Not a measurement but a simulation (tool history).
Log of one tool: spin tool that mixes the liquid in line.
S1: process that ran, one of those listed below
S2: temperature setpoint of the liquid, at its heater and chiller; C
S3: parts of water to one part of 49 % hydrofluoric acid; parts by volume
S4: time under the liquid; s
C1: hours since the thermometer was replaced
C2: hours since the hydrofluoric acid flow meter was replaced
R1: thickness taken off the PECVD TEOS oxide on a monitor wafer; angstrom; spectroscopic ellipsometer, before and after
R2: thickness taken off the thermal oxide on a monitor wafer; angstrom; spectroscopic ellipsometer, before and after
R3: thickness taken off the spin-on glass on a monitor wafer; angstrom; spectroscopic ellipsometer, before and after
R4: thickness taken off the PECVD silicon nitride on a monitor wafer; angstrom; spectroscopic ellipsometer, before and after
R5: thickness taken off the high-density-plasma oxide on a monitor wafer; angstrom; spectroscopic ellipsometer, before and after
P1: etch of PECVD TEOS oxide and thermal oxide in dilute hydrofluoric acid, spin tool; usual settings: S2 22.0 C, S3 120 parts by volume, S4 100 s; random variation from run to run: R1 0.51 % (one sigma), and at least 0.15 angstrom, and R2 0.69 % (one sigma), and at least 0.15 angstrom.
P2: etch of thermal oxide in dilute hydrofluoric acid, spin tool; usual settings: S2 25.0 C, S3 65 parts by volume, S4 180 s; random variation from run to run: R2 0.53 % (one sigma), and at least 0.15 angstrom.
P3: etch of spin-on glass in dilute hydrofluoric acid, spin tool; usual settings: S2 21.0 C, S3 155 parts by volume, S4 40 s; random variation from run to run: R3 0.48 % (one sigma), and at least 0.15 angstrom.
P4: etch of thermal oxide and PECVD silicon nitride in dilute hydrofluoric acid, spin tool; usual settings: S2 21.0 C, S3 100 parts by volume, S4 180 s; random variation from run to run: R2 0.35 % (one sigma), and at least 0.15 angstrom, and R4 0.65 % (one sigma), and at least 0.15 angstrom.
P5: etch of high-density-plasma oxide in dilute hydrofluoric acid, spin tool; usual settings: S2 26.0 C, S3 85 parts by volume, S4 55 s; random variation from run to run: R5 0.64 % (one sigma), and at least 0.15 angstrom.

run 1 day=0.504 | S1=P1 S2=22.0 S3=120 S4=100 | C1=358.7 C2=1372.1 | R1=165.670 R2=35.7050
run 2 day=0.979 | S1=P2 S2=25.0 S3=65 S4=325 | C1=370.1 C2=1383.5 | R2=257.3100
run 3 day=1.617 | S1=P3 S2=27.0 S3=155 S4=40 | C1=385.4 C2=1398.8 | R3=113.760
run 4 day=2.117 | S1=P2 S2=25.0 S3=65 S4=180 | C1=397.4 C2=1410.8 | R2=143.4500
run 5 day=2.750 | S1=P1 S2=22.0 S3=120 S4=55 | C1=412.6 C2=1426.0 | R1=91.724 R2=19.8860
run 6 day=3.183 | S1=P2 S2=32.5 S3=65 S4=180 | C1=423.0 C2=1436.4 | R2=190.3700
run 7 day=3.942 | S1=P4 S2=21.0 S3=100 S4=180 | C1=441.2 C2=1454.6 | R2=77.6930 R4=43.2070
run 8 day=4.658 | S1=P1 S2=22.0 S3=120 S4=145 | C1=458.4 C2=1471.8 | R1=239.750 R2=51.4650
run 9 day=5.192 | S1=P5 S2=26.0 S3=145 S4=55 | C1=471.2 C2=1484.6 | R5=22.224
run 10 day=5.729 | S1=P1 S2=28.5 S3=120 S4=100 | C1=484.1 C2=1497.5 | R1=213.200 R2=45.6390
run 11 day=6.112 | S1=P4 S2=21.0 S3=55 S4=180 | C1=493.3 C2=1506.7 | R2=148.3200 R4=77.1200
run 12 day=6.467 | S1=P5 S2=26.0 S3=85 S4=110 | C1=501.8 C2=1515.2 | R5=83.239
run 13 day=7.250 | S1=P1 S2=22.0 S3=220 S4=100 | C1=520.6 C2=1534.0 | R1=81.916 R2=17.4310
run 14 day=7.775 | S1=P1 S2=22.0 S3=120 S4=100 | C1=533.2 C2=1546.6 | R1=163.920 R2=35.8880
run 15 day=8.529 | S1=P5 S2=19.5 S3=85 S4=55 | C1=551.3 C2=1564.7 | R5=31.911
run 16 day=9.183 | S1=P1 S2=22.0 S3=120 S4=100 | C1=567.0 C2=1580.4 | R1=165.000 R2=35.5580
run 17 day=9.542 | S1=P3 S2=21.0 S3=155 S4=40 | C1=575.6 C2=1589.0 | R3=90.111
run 18 day=10.162 | S1=P1 S2=19.0 S3=120 S4=180 | C1=590.5 C2=1603.9 | R1=264.530 R2=57.3370
run 19 day=10.725 | S1=P5 S2=26.0 S3=85 S4=55 | C1=604.0 C2=1617.4 | R5=41.445
run 20 day=11.175 | S1=P3 S2=21.0 S3=155 S4=80 | C1=614.8 C2=1628.2 | R3=179.720
run 21 day=11.829 | S1=P1 S2=22.0 S3=120 S4=100 | C1=630.5 C2=1643.9 | R1=165.830 R2=35.2430
run 22 day=12.475 | S1=P4 S2=21.0 S3=100 S4=15 | C1=646.0 C2=1659.4 | R2=6.3917 R4=3.5877
run 23 day=12.983 | S1=P3 S2=21.0 S3=230 S4=40 | C1=658.2 C2=1671.6 | R3=56.380
run 24 day=13.700 | S1=P4 S2=17.0 S3=100 S4=180 | C1=675.4 C2=1688.8 | R2=65.6870 R4=33.0340
run 25 day=14.225 | S1=P2 S2=25.0 S3=30 S4=180 | C1=688.0 C2=1701.4 | R2=319.9900
run 26 day=14.688 | S1=P1 S2=17.0 S3=120 S4=100 | C1=699.1 C2=1712.5 | R1=135.500 R2=29.1870

Run 27 comes next. What will it give?
run 27 day=15.317 | S1=P4 S2=21.0 S3=100 S4=180 | C1=714.2 C2=1727.6 | R2=? R4=?

Run 27 gave R2 77.5820 angstrom, R4 43.3510 angstrom.

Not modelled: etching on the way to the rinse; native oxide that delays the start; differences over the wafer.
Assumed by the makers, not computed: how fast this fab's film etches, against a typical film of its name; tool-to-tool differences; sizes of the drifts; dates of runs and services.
